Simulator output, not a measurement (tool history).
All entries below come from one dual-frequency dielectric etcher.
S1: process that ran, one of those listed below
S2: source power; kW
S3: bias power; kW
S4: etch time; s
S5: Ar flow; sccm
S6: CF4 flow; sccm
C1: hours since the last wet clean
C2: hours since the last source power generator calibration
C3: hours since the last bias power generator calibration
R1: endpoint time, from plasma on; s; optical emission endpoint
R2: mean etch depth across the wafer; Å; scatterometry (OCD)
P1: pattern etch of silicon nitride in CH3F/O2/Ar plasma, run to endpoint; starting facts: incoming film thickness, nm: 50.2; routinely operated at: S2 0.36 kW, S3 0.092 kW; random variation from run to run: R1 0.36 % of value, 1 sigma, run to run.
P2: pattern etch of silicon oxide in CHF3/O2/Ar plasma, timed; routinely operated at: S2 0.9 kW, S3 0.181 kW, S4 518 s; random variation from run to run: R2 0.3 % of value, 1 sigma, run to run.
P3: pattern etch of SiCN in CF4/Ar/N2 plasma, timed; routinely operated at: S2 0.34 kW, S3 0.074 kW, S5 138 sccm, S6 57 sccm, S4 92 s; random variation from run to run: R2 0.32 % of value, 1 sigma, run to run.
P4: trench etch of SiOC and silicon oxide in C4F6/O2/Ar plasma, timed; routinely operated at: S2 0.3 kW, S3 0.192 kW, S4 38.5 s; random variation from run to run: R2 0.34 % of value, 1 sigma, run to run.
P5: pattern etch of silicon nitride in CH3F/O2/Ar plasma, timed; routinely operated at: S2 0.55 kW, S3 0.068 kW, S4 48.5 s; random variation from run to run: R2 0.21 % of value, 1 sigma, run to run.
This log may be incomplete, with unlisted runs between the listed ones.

run	hour	S1	S2	S3	S4	S5	S6	C1	C2	C3	R1	R2
1	11.2	P1	0.36	0.092				284.8	2366.2	624.4	69.466	
2	22.7	P2	1.13	0.181	518			296.3	2377.7	635.9		12930
3	29.8	P3	0.34	0.06	92	138	57	303.4	2384.8	643		542.81
4	40.2	P5	0.55	0.049	48.5			313.8	2395.2	653.4		335.37
5	47.5	P1	0.36	0.092				321.1	2402.5	660.7	69.973	
6	55.5	P5	0.55	0.068	72.5			329.1	2410.5	668.7		554.75
7	62.1	P2	0.9	0.181	518			335.7	2417.1	675.3		11898
8	68.5	P1	0.25	0.092				342.1	2423.5	681.7	79.692	
9	78.4	P1	0.36	0.092				352	2433.4	691.6	69.409	
10	87.8	P3	0.34	0.074	92	138	43	361.4	2442.8	701		560.41
11	94.5	P1	0.26	0.119				368.1	2449.5	707.7	71.213	
12	105.6	P4	0.3	0.192	24			379.2	2460.6	718.8		441.4
13	114.3	P5	0.37	0.068	48.5			387.9	2469.3	727.5		319.56
14	124.6	P2	0.9	0.181	285			398.2	2479.6	737.8		6504.5
15	132.1	P1	0.43	0.092				405.7	2487.1	745.3	65.283	
16	140.2	P2	0.9	0.246	518			413.8	2495.2	753.4		13193
17	146.3	P3	0.34	0.074	53.5	138	57	419.9	2501.3	759.5		340.53
18	151.4	P3	0.34	0.074	92	171	57	425	2506.4	764.6		565.55
19	162.6	P1	0.48	0.075				436.2	2517.6	775.8	67.029	
# hour 172.4: source power generator calibrated
20	173.4	P1	0.36	0.063				447	1.1	786.6	79.634	
21	183.7	P3	0.46	0.074	92	138	57	457.3	11.4	796.9		761.98
22	188.8	P1	0.36	0.092				462.4	16.5	802	70.026	
23	198.7	P5	0.55	0.068	48.5			472.3	26.4	811.9		371.78
24	205.3	P4	0.3	0.118	38.5			478.9	33	818.5		607.81
25	213.9	P2	0.9	0.181	518			487.5	41.6	827.1		11844
26	225.3	P4	0.42	0.192	38.5			498.9	53	838.5		805.17
27	232.7	P3	0.34	0.074	92	138	57	506.3	60.4	845.9		586.56
28	242.9	P1	0.36	0.119				516.5	70.6	856.1	63.346	
29	251.2	P4	0.3	0.192	38.5			524.8	78.9	864.4		701.78

Run 30 comes next. What will it give?
30	261.7	P1	0.46	0.058				535.3	89.4	874.9	?	

Run 30 yielded R1 74.288 s.
